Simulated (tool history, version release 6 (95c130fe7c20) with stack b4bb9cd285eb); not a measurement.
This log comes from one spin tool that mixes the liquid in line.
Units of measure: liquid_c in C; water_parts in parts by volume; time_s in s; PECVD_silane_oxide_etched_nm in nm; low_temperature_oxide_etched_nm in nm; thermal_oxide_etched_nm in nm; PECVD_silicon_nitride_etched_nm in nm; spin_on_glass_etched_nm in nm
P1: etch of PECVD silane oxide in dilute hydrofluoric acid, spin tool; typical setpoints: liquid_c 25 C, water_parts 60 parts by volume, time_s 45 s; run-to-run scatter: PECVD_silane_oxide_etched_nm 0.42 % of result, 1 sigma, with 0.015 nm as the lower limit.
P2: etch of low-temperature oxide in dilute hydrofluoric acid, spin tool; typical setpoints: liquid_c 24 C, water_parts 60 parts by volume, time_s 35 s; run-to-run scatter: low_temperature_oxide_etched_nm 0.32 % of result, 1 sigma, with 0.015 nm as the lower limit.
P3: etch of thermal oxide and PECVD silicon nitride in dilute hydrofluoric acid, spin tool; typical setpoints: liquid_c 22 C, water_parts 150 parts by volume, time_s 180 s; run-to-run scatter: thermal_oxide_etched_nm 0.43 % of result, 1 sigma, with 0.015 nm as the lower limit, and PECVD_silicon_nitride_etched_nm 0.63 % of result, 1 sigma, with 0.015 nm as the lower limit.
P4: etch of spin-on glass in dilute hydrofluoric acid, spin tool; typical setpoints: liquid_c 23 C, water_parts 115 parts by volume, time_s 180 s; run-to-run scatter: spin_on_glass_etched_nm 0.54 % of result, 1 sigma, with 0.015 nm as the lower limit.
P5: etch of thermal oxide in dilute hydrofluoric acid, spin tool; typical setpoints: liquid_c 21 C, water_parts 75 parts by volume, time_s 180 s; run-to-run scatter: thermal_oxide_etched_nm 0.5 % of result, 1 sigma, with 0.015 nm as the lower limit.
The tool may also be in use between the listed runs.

run,day,process,liquid_c,water_parts,time_s,hours since the thermometer was replaced,hours since the hydrofluoric acid flow meter was replaced,PECVD_silane_oxide_etched_nm,low_temperature_oxide_etched_nm,thermal_oxide_etched_nm,PECVD_silicon_nitride_etched_nm,spin_on_glass_etched_nm
1,0.504,P1,25,60,45,411.4,301.5,41.067,,,,
2,0.858,P1,25,35,45,419.9,310,72.752,,,,
3,1.112,P2,24,105,35,426,316.1,,5.9647,,,
4,1.375,P3,29,150,180,432.3,322.4,,,6.5313,6.2995,
5,1.633,P1,25,60,75,438.5,328.6,68.952,,,,
6,2.075,P3,22,150,65,449.1,339.2,,,1.7938,1.4566,
7,2.362,P4,23,115,180,456,346.1,,,,,46.331
8,2.904,P5,21,35,180,469,359.1,,,23.098,,
9,3.4,P1,32,60,45,480.9,371,54.077,,,,
10,3.683,P5,21,75,345,487.7,377.8,,,19.629,,
11,4.246,P1,25,60,45,501.2,391.3,40.951,,,,
12,4.525,P4,23,190,180,507.9,398,,,,,25.879
13,4.954,P3,22,30,180,518.2,408.3,,,28.94,19.509,
14,5.304,P1,25,60,45,526.6,416.7,41.292,,,,
# day 5.454: hydrofluoric acid flow meter replaced
15,5.838,P1,25,105,45,539.4,9.2,22.112,,,,
16,6.179,P4,19,115,180,547.6,17.4,,,,,39.423
17,6.679,P2,24,60,15,559.6,29.4,,4.7238,,,
18,7.104,P1,25,60,45,569.8,39.6,41.313,,,,
19,7.488,P3,22,150,180,579,48.8,,,5.0184,4.0349,
20,8.021,P1,25,60,20,591.8,61.6,18.259,,,,
21,8.288,P2,24,60,35,598.2,68,,11.193,,,
22,8.621,P2,31,60,35,606.2,76,,14.7,,,
23,9.021,P4,23,115,310,615.8,85.6,,,,,79.956
24,9.408,P1,21,60,45,625.1,94.9,34.674,,,,
25,9.908,P1,25,60,45,637.1,106.9,40.972,,,,
26,10.421,P1,25,60,45,649.4,119.2,41.183,,,,
27,10.796,P5,21,75,180,658.4,128.2,,,10.314,,
28,11.258,P4,23,115,180,669.5,139.3,,,,,46.33
29,11.688,P5,26.5,75,180,679.8,149.6,,,12.74,,
30,11.929,P1,20,60,15,685.6,155.4,11.074,,,,
31,12.371,P1,25,60,45,696.2,166,41.134,,,,
32,12.775,P1,25,60,45,705.9,175.7,42.692,,,,
33,13.096,P1,25,60,45,713.6,183.4,43.124,,,,
34,13.467,P1,25,60,45,722.5,192.3,43.412,,,,
35,13.983,P1,25,60,45,734.9,204.7,43.782,,,,
36,14.35,P1,25,60,45,743.7,213.5,44.26,,,,
37,14.662,P1,25,60,45,751.2,221,43.913,,,,
38,14.912,P1,25,60,45,757.2,227,44.263,,,,
39,15.217,P1,25,60,45,764.5,234.3,43.985,,,,
40,15.483,P1,25,60,45,770.9,240.7,44.155,,,,

What P1 gives has crept off from where it sat before. The 2 causes that follow fit the log equally well, each at the size noted:
A: liquid hotter than its thermometer reads (K) = 1.84
B: hydrofluoric acid flow above the setpoint (%) = 7.08
The creep began at about day 12.371.

Below are 4 check runs, each on a single wafer, with their results shown as question marks. Which of them would tell the listed causes apart, meaning the causes would give clearly different results under it?
check 1,15.75,P5,21,45,310,,,,,?,,
check 2,15.75,P4,23,175,180,,,,,,,?
check 3,15.75,P2,24,105,15,,,,?,,,
check 4,15.75,P3,22,40,85,,,,,?,?,

Predicted outcomes, by check and by cause:
check,result,if A,if B
check 1,thermal_oxide_etched_nm,32.973,32.806
check 2,spin_on_glass_etched_nm,30.412,30.773
check 3,low_temperature_oxide_etched_nm,2.769,2.7825
check 4,thermal_oxide_etched_nm,10.931,10.873
check 4,PECVD_silicon_nitride_etched_nm,7.9006,7.445
Minimum pairwise separation of causes per check, each pair taken at its best-separating result: check 1 0.51 %; check 2 1.18 %; check 3 0.49 %; check 4 5.94 %
The causes can be told apart only by check 4. The other checks would give nearly the same results under each of them.

After running check 4, the following was obtained: thermal_oxide_etched_nm 10.866 nm; PECVD_silicon_nitride_etched_nm 7.4403 nm. Which cause does this point to?

It is B: hydrofluoric acid flow above the setpoint (%).
